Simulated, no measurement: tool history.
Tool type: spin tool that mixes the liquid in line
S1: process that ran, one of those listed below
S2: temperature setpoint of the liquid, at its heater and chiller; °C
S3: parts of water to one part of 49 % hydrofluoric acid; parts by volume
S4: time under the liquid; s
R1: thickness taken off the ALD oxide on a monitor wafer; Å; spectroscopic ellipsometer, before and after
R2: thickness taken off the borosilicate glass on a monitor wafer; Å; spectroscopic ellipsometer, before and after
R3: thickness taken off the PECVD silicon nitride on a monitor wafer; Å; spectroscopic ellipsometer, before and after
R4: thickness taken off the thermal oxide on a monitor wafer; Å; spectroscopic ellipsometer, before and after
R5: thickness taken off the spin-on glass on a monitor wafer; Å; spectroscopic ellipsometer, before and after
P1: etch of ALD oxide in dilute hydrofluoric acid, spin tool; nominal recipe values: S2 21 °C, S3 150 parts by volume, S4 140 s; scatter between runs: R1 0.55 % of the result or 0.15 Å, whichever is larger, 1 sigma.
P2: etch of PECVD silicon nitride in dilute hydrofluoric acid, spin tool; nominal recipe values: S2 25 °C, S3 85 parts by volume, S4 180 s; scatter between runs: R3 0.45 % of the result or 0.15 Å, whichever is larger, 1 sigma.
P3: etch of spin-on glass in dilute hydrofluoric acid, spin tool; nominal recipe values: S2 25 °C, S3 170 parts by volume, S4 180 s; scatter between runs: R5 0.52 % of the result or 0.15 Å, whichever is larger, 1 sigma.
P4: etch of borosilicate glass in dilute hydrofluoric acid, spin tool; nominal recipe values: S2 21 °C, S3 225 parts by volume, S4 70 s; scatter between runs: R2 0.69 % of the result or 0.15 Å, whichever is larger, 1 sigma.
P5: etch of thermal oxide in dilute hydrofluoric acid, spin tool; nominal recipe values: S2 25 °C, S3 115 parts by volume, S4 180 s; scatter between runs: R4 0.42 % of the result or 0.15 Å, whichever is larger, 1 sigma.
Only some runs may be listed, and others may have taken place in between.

run,day,S1,S2,S3,S4,R1,R2,R3,R4,R5
1,0.096,P1,21,150,140,155.56,,,,
2,0.279,P1,21,150,140,154.12,,,,
3,0.379,P1,21,150,140,156.37,,,,
4,0.546,P4,28,225,70,,51.903,,,
5,0.708,P4,21,225,125,,73.689,,,
6,0.858,P2,25,85,180,,,125.73,,
7,1.029,P2,25,85,55,,,38.7,,
8,1.188,P1,17,150,75,71.175,,,,
9,1.325,P1,21,150,140,155.68,,,,
10,1.492,P1,17,150,140,132.33,,,,
11,1.625,P1,21,205,140,107.38,,,,
12,1.783,P1,21,150,140,155.98,,,,
13,1.938,P2,25,135,180,,,79.664,,
14,2.1,P1,21,40,140,665.41,,,,
15,2.271,P5,17.5,115,180,,,,53.541,
16,2.45,P3,32,170,180,,,,,425.18
17,2.583,P1,21,150,140,156.63,,,,
18,2.792,P1,21,150,210,232.01,,,,
19,2.946,P3,25,90,180,,,,,686.76
20,3.117,P5,25,115,180,,,,72.004,
21,3.217,P5,25,115,180,,,,72.19,
22,3.388,P1,21,150,15,16.508,,,,
23,3.55,P5,25,115,355,,,,142.68,
# day 3.562: thermometer replaced
24,3.75,P2,25,85,180,,,126.09,,
25,3.925,P1,21,150,140,156.63,,,,
26,4.108,P5,25,200,180,,,,37.845,
27,4.279,P4,21,395,70,,20.005,,,
28,4.438,P1,27,150,140,196.82,,,,
29,4.554,P2,20,85,180,,,90.194,,
30,4.738,P4,21,225,70,,40.287,,,
31,4.871,P3,25,170,180,,,,,330.74
32,4.979,P3,25,170,40,,,,,73.223
33,5.171,P1,21,150,140,156.77,,,,
34,5.325,P1,21,150,140,151.06,,,,
35,5.446,P1,21,150,140,148.98,,,,
36,5.604,P1,21,150,140,146.52,,,,
37,5.696,P1,21,150,140,147.16,,,,
38,5.862,P1,21,150,140,146.89,,,,
39,5.975,P1,21,150,140,145.41,,,,

The output of P1 has drifted from where it used to be. Each of the 2 causes below, taken at the size shown beside it, accounts for the log equally well:
A: liquid colder than its thermometer reads (K) = 1.49
B: hydrofluoric acid flow below the setpoint (%) = 4.93
At approximately day 5.171, the process output began to creep.

Listed below are the offered check runs, one wafer per run, with question marks in place of results. For which of them would the causes give clearly different outcomes?
check 1,6.088,P4,21,225,70,,?,,,
check 2,6.088,P5,25,115,180,,,,?,
check 3,6.088,P3,25,170,180,,,,,?
check 4,6.088,P2,25,85,180,,,?,,

How each check would come out, cause by cause:
check,result,if A,if B
check 1,R2,38.337,38.131
check 2,R4,68.06,68.089
check 3,R5,313.46,312.04
check 4,R3,114.65,120.37
Minimum pairwise separation of causes per check, each pair taken at its best-separating result: check 1 0.54 %; check 2 0.04 %; check 3 0.45 %; check 4 4.86 %
Only check 4 tells the causes apart: in the others they would give nearly the same result.

After running check 4, the following was obtained: R3 115.26 Å. Which cause does this point to?

The correct cause is A, namely: liquid colder than its thermometer reads (K).
